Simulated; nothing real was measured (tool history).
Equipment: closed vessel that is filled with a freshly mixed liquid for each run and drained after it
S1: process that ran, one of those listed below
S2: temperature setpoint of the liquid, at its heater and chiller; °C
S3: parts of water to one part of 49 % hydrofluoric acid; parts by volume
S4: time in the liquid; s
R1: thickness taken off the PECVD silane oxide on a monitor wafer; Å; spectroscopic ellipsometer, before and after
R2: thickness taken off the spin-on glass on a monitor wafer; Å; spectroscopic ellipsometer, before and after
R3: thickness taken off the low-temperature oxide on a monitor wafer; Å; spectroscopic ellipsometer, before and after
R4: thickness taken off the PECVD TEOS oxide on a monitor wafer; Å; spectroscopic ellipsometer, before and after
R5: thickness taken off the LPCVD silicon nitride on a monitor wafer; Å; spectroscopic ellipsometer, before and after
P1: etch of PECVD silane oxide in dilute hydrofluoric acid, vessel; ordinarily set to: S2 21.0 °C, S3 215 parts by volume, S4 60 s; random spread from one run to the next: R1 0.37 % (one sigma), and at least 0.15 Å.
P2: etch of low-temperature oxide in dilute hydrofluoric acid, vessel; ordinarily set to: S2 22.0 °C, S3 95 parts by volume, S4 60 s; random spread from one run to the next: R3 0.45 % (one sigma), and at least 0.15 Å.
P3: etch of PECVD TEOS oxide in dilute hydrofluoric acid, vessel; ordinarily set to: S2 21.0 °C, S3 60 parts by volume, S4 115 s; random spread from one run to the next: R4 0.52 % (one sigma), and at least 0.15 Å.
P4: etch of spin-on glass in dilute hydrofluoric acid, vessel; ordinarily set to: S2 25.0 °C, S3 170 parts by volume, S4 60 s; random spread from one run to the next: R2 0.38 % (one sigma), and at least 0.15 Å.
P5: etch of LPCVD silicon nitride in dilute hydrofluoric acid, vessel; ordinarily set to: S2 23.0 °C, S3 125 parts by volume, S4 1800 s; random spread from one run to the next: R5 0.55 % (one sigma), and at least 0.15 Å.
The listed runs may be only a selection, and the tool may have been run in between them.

run	hour	S1	S2	S3	S4	R1	R2	R3	R4	R5
1	12.4	P1	21.0	215	60	75.415				
2	19.3	P1	21.0	215	60	75.406				
3	32.5	P1	21.0	50	60	387.300				
4	40.9	P4	25.0	170	60		173.81			
5	51.4	P4	25.0	170	60		173.07			
6	63.6	P2	28.5	95	60			239.460		
7	74.2	P3	28.5	60	115				701.23	
8	82.6	P5	17.0	125	1800					52.618
9	91.6	P1	21.0	105	95	274.430				
10	103.3	P1	21.0	215	60	75.244				
# hour 112.0: hydrofluoric acid flow meter replaced
11	116.2	P2	22.0	150	60			109.370		
12	127.1	P5	23.0	125	540					23.621
13	139.3	P2	22.0	95	30			91.908		
14	149.6	P3	21.0	60	175				782.64	
15	158.9	P1	21.0	215	30	38.086				
16	167.7	P4	18.0	170	60		130.99			
17	178.1	P1	21.0	395	60	34.909				
18	185.4	P2	22.0	95	60			183.590		
19	193.5	P1	25.0	215	60	87.239				
20	205.4	P3	21.0	60	115				517.88	
21	218.0	P5	23.0	125	1800					78.436
22	230.7	P3	21.0	110	115				266.29	
23	243.9	P5	23.0	45	1800					214.730
24	257.1	P1	21.0	215	105	132.710				
25	270.1	P4	25.0	65	60		512.87			
26	279.3	P1	21.0	215	60	75.554				
27	286.9	P4	25.0	170	115		332.01			
28	293.0	P1	17.0	215	60	65.075				
29	306.3	P1	21.0	215	60	75.730				
30	314.6	P1	21.0	215	60	73.889				
31	321.1	P1	21.0	215	60	72.862				
32	333.2	P1	21.0	215	60	71.261				
33	343.5	P1	21.0	215	60	71.817				
34	356.8	P1	21.0	215	60	71.133				
35	369.5	P1	21.0	215	60	70.834				
36	379.0	P1	21.0	215	60	70.442				
37	387.9	P1	21.0	215	60	70.412				
38	394.5	P1	21.0	215	60	70.652				

What P1 gives has crept off from where it sat before. The 2 causes that follow fit the log equally well, each at the size noted:
A: liquid colder than its thermometer reads (K) = 1.85
B: hydrofluoric acid flow below the setpoint (%) = 5.63
The onset of the drift is placed at about hour 306.3.

Consider the 4 single-wafer check runs listed below, results given as question marks: which one distinguishes between the causes by giving clearly different results for each?
check 1	401.1	P2	26.0	95	60			?		
check 2	401.1	P3	21.0	110	115				?	
check 3	401.1	P4	21.5	170	105		?			
check 4	401.1	P5	20.0	50	1800					?

How each check would come out, cause by cause:
check	result	if A	if B
check 1	R3	201.950	203.490
check 2	R4	246.03	248.54
check 3	R2	246.93	247.86
check 4	R5	138.200	148.690
Smallest distance between any two causes, each pair judged by its most separating result, in per cent: check 1 0.76 %; check 2 1.02 %; check 3 0.38 %; check 4 7.31 %
Check 4 distinguishes between the causes, while the remaining checks would return nearly the same result for all of them.

Running check 4 produced the following: R5 138.690 Å. Which one of the listed causes fits?

Of the candidate causes, it is A: liquid colder than its thermometer reads (K).
